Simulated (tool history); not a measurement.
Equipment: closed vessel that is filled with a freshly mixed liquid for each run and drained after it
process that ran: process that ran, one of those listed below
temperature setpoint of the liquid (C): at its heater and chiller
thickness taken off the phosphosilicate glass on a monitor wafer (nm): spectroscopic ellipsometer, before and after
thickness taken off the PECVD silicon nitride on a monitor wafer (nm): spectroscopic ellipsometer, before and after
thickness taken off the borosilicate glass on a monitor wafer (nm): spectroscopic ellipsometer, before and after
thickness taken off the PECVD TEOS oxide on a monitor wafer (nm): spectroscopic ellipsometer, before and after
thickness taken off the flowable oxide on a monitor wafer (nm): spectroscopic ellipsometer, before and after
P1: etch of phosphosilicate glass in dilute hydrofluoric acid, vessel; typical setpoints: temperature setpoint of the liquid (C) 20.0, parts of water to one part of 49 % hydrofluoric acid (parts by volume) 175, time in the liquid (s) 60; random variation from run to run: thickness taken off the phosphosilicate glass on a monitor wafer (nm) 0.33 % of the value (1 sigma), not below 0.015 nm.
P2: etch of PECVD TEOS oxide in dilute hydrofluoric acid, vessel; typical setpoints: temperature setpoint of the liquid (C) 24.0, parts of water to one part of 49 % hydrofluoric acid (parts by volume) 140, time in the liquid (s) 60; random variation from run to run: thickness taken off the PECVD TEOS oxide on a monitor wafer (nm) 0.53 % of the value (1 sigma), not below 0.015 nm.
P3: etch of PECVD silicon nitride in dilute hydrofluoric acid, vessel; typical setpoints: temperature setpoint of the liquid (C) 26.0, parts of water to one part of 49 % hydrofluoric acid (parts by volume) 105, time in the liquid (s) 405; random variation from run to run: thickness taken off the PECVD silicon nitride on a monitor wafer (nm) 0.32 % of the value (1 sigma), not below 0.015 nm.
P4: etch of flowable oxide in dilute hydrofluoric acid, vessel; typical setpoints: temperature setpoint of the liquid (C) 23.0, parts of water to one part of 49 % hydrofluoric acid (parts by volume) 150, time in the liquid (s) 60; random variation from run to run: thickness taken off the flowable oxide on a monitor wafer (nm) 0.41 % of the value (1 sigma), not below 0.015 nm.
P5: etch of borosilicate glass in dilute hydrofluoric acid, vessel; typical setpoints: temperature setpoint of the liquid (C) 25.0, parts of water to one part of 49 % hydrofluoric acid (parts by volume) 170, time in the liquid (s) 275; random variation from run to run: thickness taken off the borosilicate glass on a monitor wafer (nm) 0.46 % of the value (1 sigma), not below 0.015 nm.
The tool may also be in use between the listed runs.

run     day  process that ran  temperature setpoint of the liquid (C)  parts of water to one part of 49 % hydrofluoric acid (parts by volume)  time in the liquid (s)  hours since the thermometer was replaced  hours since the hydrofluoric acid flow meter was replaced  thickness taken off the phosphosilicate glass on a monitor wafer (nm)  thickness taken off the PECVD silicon nitride on a monitor wafer (nm)  thickness taken off the borosilicate glass on a monitor wafer (nm)  thickness taken off the PECVD TEOS oxide on a monitor wafer (nm)  thickness taken off the flowable oxide on a monitor wafer (nm)
  1   0.646                P1                                    20.0                                                                     175                      60                                     472.3                                                      220.4                                                                 51.694
  2   1.367                P3                                    26.0                                                                     105                     635                                     489.6                                                      237.7                                                                                                                                       22.7280
  3   1.788                P5                                    25.0                                                                     170                     275                                     499.7                                                      247.8                                                                                                                                                                                                            59.544
  4   2.329                P1                                    20.0                                                                     175                      60                                     512.7                                                      260.8                                                                 51.553
  5   2.958                P5                                    30.0                                                                     170                     275                                     527.8                                                      275.9                                                                                                                                                                                                            71.059
  6   3.362                P1                                    20.0                                                                     175                      60                                     537.5                                                      285.6                                                                 51.572
  7   3.992                P2                                    24.0                                                                     140                      60                                     552.6                                                      300.7                                                                                                                                                                                                                                                                              11.660
  8   4.350                P2                                    24.0                                                                     140                      90                                     561.2                                                      309.3                                                                                                                                                                                                                                                                              17.502
  9   4.792                P1                                    17.0                                                                     175                      60                                     571.8                                                      319.9                                                                 46.104
 10   5.558                P3                                    26.0                                                                      45                     405                                     590.2                                                      338.3                                                                                                                                       33.4970
 11   6.325                P5                                    25.0                                                                     270                     275                                     608.6                                                      356.7                                                                                                                                                                                                            33.353
 12   6.721                P4                                    23.0                                                                     150                      60                                     618.1                                                      366.2                                                                                                                                                                                                                                                                                                                                              14.378
 13   7.479                P1                                    20.0                                                                      70                      60                                     636.3                                                      384.4                                                                145.610
 14   7.908                P2                                    28.5                                                                     140                      60                                     646.6                                                      394.7                                                                                                                                                                                                                                                                              13.943
 15   8.300                P4                                    23.0                                                                      70                      60                                     656.0                                                      404.1                                                                                                                                                                                                                                                                                                                                              33.809
 16   9.096                P1                                    17.0                                                                     175                      30                                     675.1                                                      423.2                                                                 22.803
 17   9.550                P3                                    26.0                                                                     105                     405                                     686.0                                                      434.1                                                                                                                                       14.4360
 18  10.350                P4                                    23.0                                                                     150                     110                                     705.2                                                      453.3                                                                                                                                                                                                                                                                                                                                              26.331
 19  10.742                P2                                    24.0                                                                      25                      60                                     714.6                                                      462.7                                                                                                                                                                                                                                                                              76.097
 20  11.171                P1                                    20.0                                                                     280                      60                                     724.9                                                      473.0                                                                 29.337
 21  11.542                P4                                    17.0                                                                     150                      60                                     733.8                                                      481.9                                                                                                                                                                                                                                                                                                                                              11.273
 22  12.021                P5                                    25.0                                                                     170                     110                                     745.3                                                      493.4                                                                                                                                                                                                            23.761
 23  12.550                P1                                    20.0                                                                     175                      60                                     758.0                                                      506.1                                                                 51.768
 24  13.275                P1                                    20.0                                                                     175                      60                                     775.4                                                      523.5                                                                 51.966
 25  14.075                P3                                    18.0                                                                     105                     405                                     794.6                                                      542.7                                                                                                                                        8.4229
 26  14.638                P1                                    20.0                                                                     175                     100                                     808.1                                                      556.2                                                                 85.897
 27  15.071                P1                                    20.0                                                                     175                      30                                     818.5                                                      566.6                                                                 26.049
 28  15.475                P3                                    26.0                                                                     105                     405                                     828.2                                                      576.3                                                                                                                                       14.4480
 29  15.950                P1                                    24.0                                                                     175                      60                                     839.6                                                      587.7                                                                 60.302
 30  16.371                P1                                    20.0                                                                     175                      60                                     849.7                                                      597.8                                                                 51.889
 31  16.938                P1                                    20.0                                                                     175                      60                                     863.3                                                      611.4                                                                 50.121
 32  17.571                P1                                    20.0                                                                     175                      60                                     878.5                                                      626.6                                                                 48.959
 33  18.021                P1                                    20.0                                                                     175                      60                                     889.3                                                      637.4                                                                 48.863
 34  18.392                P1                                    20.0                                                                     175                      60                                     898.2                                                      646.3                                                                 48.770
 35  18.775                P1                                    20.0                                                                     175                      60                                     907.4                                                      655.5                                                                 48.145
 36  19.142                P1                                    20.0                                                                     175                      60                                     916.2                                                      664.3                                                                 48.078
 37  19.929                P1                                    20.0                                                                     175                      60                                     935.1                                                      683.2                                                                 47.899
 38  20.646                P1                                    20.0                                                                     175                      60                                     952.3                                                      700.4                                                                 47.745
 39  21.325                P1                                    20.0                                                                     175                      60                                     968.6                                                      716.7                                                                 47.645
 40  22.121                P1                                    20.0                                                                     175                      60                                     987.7                                                      735.8                                                                 47.281

The output of P1 has drifted from where it used to be. Each of the 2 causes below, taken at the size shown beside it, accounts for the log equally well:
A: hydrofluoric acid flow below the setpoint (%) = 6.92
B: liquid colder than its thermometer reads (K) = 2.14
Creep in the process output first set in at about day 16.371.

Question marks stand in for the results of the 4 check runs listed below, each run on one wafer. Under which run would the listed causes show clearly different results?
check 1  22.917                P3                                    26.0                                                                     105                     405                                                                                                                                                                                                                                                  ?
check 2  22.917                P2                                    24.0                                                                     140                      60                                                                                                                                                                                                                                                                                                                                                                                        ?
check 3  22.917                P4                                    23.0                                                                     150                      60                                                                                                                                                                                                                                                                                                                                                                                                                                                        ?
check 4  22.917                P5                                    25.0                                                                     170                     275                                                                                                                                                                                                                                                                                                                      ?

How each check would come out, cause by cause:
  check                                                                 result     if A     if B
check 1  thickness taken off the PECVD silicon nitride on a monitor wafer (nm)  13.4750  12.5850
check 2       thickness taken off the PECVD TEOS oxide on a monitor wafer (nm)   10.773   10.778
check 3         thickness taken off the flowable oxide on a monitor wafer (nm)   13.172   13.179
check 4     thickness taken off the borosilicate glass on a monitor wafer (nm)   54.455   54.742
Smallest distance between any two causes, each pair judged by its most separating result, in per cent: check 1 6.83 %; check 2 0.04 %; check 3 0.05 %; check 4 0.53 %
Check 1 is the one run that separates the causes; every other check would come out nearly the same whichever cause is at work.

With check 1 done, the readings were: thickness taken off the PECVD silicon nitride on a monitor wafer (nm) 13.5210. Identify which of the listed causes applies.

The cause is A: hydrofluoric acid flow below the setpoint (%).

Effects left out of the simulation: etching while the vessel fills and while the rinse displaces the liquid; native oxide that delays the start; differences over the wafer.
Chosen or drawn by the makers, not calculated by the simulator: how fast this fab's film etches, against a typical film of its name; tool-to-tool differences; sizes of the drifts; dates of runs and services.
